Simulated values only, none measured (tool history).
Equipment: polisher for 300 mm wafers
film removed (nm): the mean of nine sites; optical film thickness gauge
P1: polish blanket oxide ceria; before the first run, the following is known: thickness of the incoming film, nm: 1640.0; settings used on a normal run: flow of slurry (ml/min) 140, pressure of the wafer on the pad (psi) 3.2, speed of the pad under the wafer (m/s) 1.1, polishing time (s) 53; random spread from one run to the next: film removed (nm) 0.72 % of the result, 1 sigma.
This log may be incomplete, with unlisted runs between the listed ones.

| run | hour | flow of slurry (ml/min) | pressure of the wafer on the pad (psi) | speed of the pad under the wafer (m/s) | polishing time (s) | film removed (nm) |
|---|---|---|---|---|---|---|
| 1 | 10.6 | 140 | 3.2 | 1.1 | 53 | 237.46 |
| 2 | 21.2 | 140 | 3.2 | 1.1 | 24 | 106.62 |
| 3 | 31 | 140 | 4.9 | 1.1 | 53 | 358.37 |
| 4 | 40.3 | 140 | 3.2 | 0.5 | 53 | 107.16 |
| 5 | 47.1 | 140 | 1.4 | 1.1 | 53 | 101.95 |
| 6 | 55.2 | 140 | 3.2 | 1.1 | 53 | 234.31 |
| 7 | 61.5 | 85 | 3.2 | 1.1 | 74 | 289.88 |
| 8 | 69.8 | 85 | 3.2 | 1.1 | 53 | 210.91 |
| 9 | 79 | 140 | 3.2 | 1.1 | 76 | 339.05 |
| 10 | 88.3 | 140 | 3.2 | 1.72 | 53 | 364.31 |
| 11 | 98.5 | 140 | 3.2 | 1.1 | 53 | 235.9 |
| 12 | 106.2 | 85 | 1.8 | 1.1 | 53 | 118.84 |
| 13 | 114.4 | 140 | 3.2 | 1.1 | 53 | 236.8 |
| 14 | 122.1 | 85 | 2.2 | 1.1 | 53 | 144.02 |
| 15 | 133.2 | 225 | 3.2 | 1.1 | 53 | 251.43 |
| 16 | 144.8 | 140 | 3.2 | 1.1 | 53 | 235.18 |
| 17 | 156.3 | 140 | 3.2 | 1.1 | 53 | 226.18 |
| 18 | 165.9 | 140 | 3.2 | 1.1 | 53 | 224.15 |

What does the tool deliver on the next run?
|  | 176.1 | worn pad replaced by a new one |
| 19 | 177.4 | 140 | 3.2 | 1.1 | 53 | ? |

Run 19 came out at film removed (nm) 221.04.
